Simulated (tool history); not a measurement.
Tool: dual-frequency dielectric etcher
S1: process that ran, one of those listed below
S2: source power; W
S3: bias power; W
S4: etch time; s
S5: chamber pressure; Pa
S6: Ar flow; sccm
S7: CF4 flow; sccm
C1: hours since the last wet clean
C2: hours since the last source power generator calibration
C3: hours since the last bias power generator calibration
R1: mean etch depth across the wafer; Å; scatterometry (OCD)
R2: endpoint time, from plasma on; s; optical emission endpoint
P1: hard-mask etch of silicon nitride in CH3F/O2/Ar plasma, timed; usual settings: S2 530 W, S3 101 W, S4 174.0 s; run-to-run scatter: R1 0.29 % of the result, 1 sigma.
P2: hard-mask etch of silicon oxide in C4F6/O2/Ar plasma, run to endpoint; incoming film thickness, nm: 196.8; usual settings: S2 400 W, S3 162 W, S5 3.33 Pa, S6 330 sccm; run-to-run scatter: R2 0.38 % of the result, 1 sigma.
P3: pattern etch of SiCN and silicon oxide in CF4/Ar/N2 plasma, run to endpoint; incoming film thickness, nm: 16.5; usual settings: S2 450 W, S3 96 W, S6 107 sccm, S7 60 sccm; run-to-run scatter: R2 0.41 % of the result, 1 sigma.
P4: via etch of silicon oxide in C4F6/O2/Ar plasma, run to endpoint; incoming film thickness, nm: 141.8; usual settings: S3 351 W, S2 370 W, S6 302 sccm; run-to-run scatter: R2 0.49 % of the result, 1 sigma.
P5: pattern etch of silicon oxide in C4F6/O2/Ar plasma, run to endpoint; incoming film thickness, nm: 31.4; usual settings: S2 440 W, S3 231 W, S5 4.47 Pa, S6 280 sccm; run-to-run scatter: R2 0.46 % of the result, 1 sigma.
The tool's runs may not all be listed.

run 1 hour=12.0 | S1=P1 S2=530 S3=101 S4=174.0 | C1=166.5 C2=1364.6 C3=2291.8 | R1=1468.0
run 2 hour=20.6 | S1=P1 S2=530 S3=101 S4=174.0 | C1=175.1 C2=1373.2 C3=2300.4 | R1=1469.9
run 3 hour=30.6 | S1=P5 S2=440 S3=231 S5=4.47 S6=280 | C1=185.1 C2=1383.2 C3=2310.4 | R2=8.6977
run 4 hour=42.9 | S1=P4 S2=370 S3=351 S6=200 | C1=197.4 C2=1395.5 C3=2322.7 | R2=34.6100
run 5 hour=56.5 | S1=P1 S2=340 S3=101 S4=174.0 | C1=211.0 C2=1409.1 C3=2336.3 | R1=1243.7
run 6 hour=72.6 | S1=P1 S2=530 S3=101 S4=126.0 | C1=227.1 C2=1425.2 C3=2352.4 | R1=1059.0
run 7 hour=88.3 | S1=P4 S2=370 S3=265 S6=302 | C1=242.8 C2=1440.9 C3=2368.1 | R2=40.3370
run 8 hour=99.9 | S1=P1 S2=530 S3=101 S4=174.0 | C1=254.4 C2=1452.5 C3=2379.7 | R1=1478.4
run 9 hour=113.7 | S1=P1 S2=650 S3=101 S4=174.0 | C1=268.2 C2=1466.3 C3=2393.5 | R1=1583.9
run 10 hour=122.4 | S1=P3 S2=450 S3=96 S6=62 S7=60 | C1=276.9 C2=1475.0 C3=2402.2 | R2=17.0050
run 11 hour=133.8 | S1=P5 S2=440 S3=144 S5=4.47 S6=280 | C1=288.3 C2=1486.4 C3=2413.6 | R2=10.1090
run 12 hour=149.5 | S1=P2 S2=400 S3=162 S5=4.33 S6=330 | C1=304.0 C2=1502.1 C3=2429.3 | R2=65.1930
run 13 hour=161.2 | S1=P1 S2=530 S3=122 S4=174.0 | C1=315.7 C2=1513.8 C3=2441.0 | R1=1571.1
run 14 hour=170.1 | S1=P3 S2=450 S3=96 S6=107 S7=60 | C1=324.6 C2=1522.7 C3=2449.9 | R2=18.2270
run 15 hour=179.0 | S1=P1 S2=530 S3=124 S4=214.0 | C1=333.5 C2=1531.6 C3=2458.8 | R1=1951.3
run 16 hour=187.6 | S1=P1 S2=530 S3=74 S4=174.0 | C1=342.1 C2=1540.2 C3=2467.4 | R1=1314.6
run 17 hour=204.4 | S1=P1 S2=530 S3=101 S4=174.0 | C1=358.9 C2=1557.0 C3=2484.2 | R1=1472.9
run 18 hour=220.6 | S1=P5 S2=290 S3=231 S5=4.47 S6=280 | C1=375.1 C2=1573.2 C3=2500.4 | R2=10.2920
run 19 hour=237.2 | S1=P2 S2=400 S3=162 S5=3.33 S6=464 | C1=391.7 C2=1589.8 C3=2517.0 | R2=65.2590
run 20 hour=255.1 | S1=P1 S2=530 S3=101 S4=174.0 | C1=409.6 C2=1607.7 C3=2534.9 | R1=1468.7
run 21 hour=266.0 | S1=P2 S2=520 S3=162 S5=3.33 S6=330 | C1=420.5 C2=1618.6 C3=2545.8 | R2=56.8200
run 22 hour=275.5 | S1=P3 S2=450 S3=96 S6=107 S7=36 | C1=430.0 C2=1628.1 C3=2555.3 | R2=19.6580
run 23 hour=286.9 | S1=P4 S2=370 S3=351 S6=302 | C1=441.4 C2=1639.5 C3=2566.7 | R2=36.3700
run 24 hour=296.3 | S1=P1 S2=530 S3=101 S4=174.0 | C1=450.8 C2=1648.9 C3=2576.1 | R1=1458.6
run 25 hour=306.7 | S1=P5 S2=440 S3=231 S5=6.07 S6=280 | C1=461.2 C2=1659.3 C3=2586.5 | R2=8.9697
run 26 hour=320.8 | S1=P3 S2=450 S3=114 S6=107 S7=60 | C1=475.3 C2=1673.4 C3=2600.6 | R2=17.0270
run 27 hour=330.8 | S1=P2 S2=400 S3=228 S5=3.33 S6=330 | C1=485.3 C2=1683.4 C3=2610.6 | R2=56.6270
run 28 hour=340.6 | S1=P4 S2=510 S3=351 S6=302 | C1=495.1 C2=1693.2 C3=2620.4 | R2=32.1040
run 29 hour=355.1 | S1=P3 S2=530 S3=96 S6=107 S7=60 | C1=509.6 C2=1707.7 C3=2634.9 | R2=15.7980
run 30 hour=374.3 | S1=P5 S2=440 S3=231 S5=4.47 S6=163 | C1=528.8 C2=1726.9 C3=2654.1 | R2=8.1584
run 31 hour=393.6 | S1=P2 S2=400 S3=162 S5=3.33 S6=330 | C1=548.1 C2=1746.2 C3=2673.4 | R2=63.0080
run 32 hour=404.0 | S1=P1 S2=530 S3=101 S4=228.5 | C1=558.5 C2=1756.6 C3=2683.8 | R1=1927.5
run 33 hour=417.6 | S1=P1 S2=530 S3=101 S4=174.0 | C1=572.1 C2=1770.2 C3=2697.4 | R1=1469.8
run 34 hour=433.7 | S1=P1 S2=530 S3=101 S4=174.0 | C1=588.2 C2=1786.3 C3=2713.5 | R1=1462.9
run 35 hour=443.5 | S1=P1 S2=530 S3=101 S4=174.0 | C1=598.0 C2=1796.1 C3=2723.3 | R1=1458.2
run 36 hour=455.2 | S1=P1 S2=530 S3=101 S4=174.0 | C1=609.7 C2=1807.8 C3=2735.0 | R1=1456.7
run 37 hour=466.6 | S1=P1 S2=530 S3=101 S4=174.0 | C1=621.1 C2=1819.2 C3=2746.4 | R1=1459.1
run 38 hour=477.7 | S1=P1 S2=530 S3=101 S4=174.0 | C1=632.2 C2=1830.3 C3=2757.5 | R1=1454.0
run 39 hour=496.3 | S1=P1 S2=530 S3=101 S4=174.0 | C1=650.8 C2=1848.9 C3=2776.1 | R1=1456.4
run 40 hour=510.1 | S1=P1 S2=530 S3=101 S4=174.0 | C1=664.6 C2=1862.7 C3=2789.9 | R1=1452.6
-- hour=517.6 wet clean of the chamber
run 41 hour=525.1 | S1=P1 S2=530 S3=101 S4=174.0 | C1=7.6 C2=1877.7 C3=2804.9 | R1=1443.3
run 42 hour=544.2 | S1=P1 S2=530 S3=101 S4=174.0 | C1=26.7 C2=1896.8 C3=2824.0 | R1=1446.5
run 43 hour=562.1 | S1=P1 S2=530 S3=101 S4=174.0 | C1=44.6 C2=1914.7 C3=2841.9 | R1=1448.4
run 44 hour=580.9 | S1=P1 S2=530 S3=101 S4=174.0 | C1=63.4 C2=1933.5 C3=2860.7 | R1=1448.2

What P1 gives has crept away from where it was. These 2 causes fit the log equally well, each at the size given:
A: source power that arrives under what is set, % = 3.77
B: bias power that arrives under what is set, % = 3.91
The creep began at about hour 417.6.
Why every other cause is out:
chamber walls in a state that lowers the etch rate, %: serviced at hour 517.6, which brought nothing back

4 check runs are offered, each on 3 wafers whose results are averaged, their results left as question marks. Which one tells the causes apart?
run check 1 hour=599.7 | S1=P3 S2=450 S3=96 S6=64 S7=60 | R2=?
run check 2 hour=599.7 | S1=P2 S2=400 S3=162 S5=3.33 S6=431 | R2=?
run check 3 hour=599.7 | S1=P4 S2=440 S3=351 S6=302 | R2=?
run check 4 hour=599.7 | S1=P5 S2=440 S3=169 S5=4.47 S6=180 | R2=?

What each check would give under each cause:
check=check_1 result=R2 if_A=17.5840 if_B=17.2330
check=check_2 result=R2 if_A=65.9700 if_B=65.7850
check=check_3 result=R2 if_A=34.4880 if_B=34.4730
check=check_4 result=R2 if_A=9.2755 if_B=9.2498
How far apart the two closest causes lie, in the result that separates them most: check 1 2.02 %; check 2 0.28 %; check 3 0.04 %; check 4 0.28 %
Only check 1 tells the causes apart: in the others they would give nearly the same result.

Check 1 was then run and gave: R2 17.5560 s. Which cause is it?

It is A: source power that arrives under what is set, %.
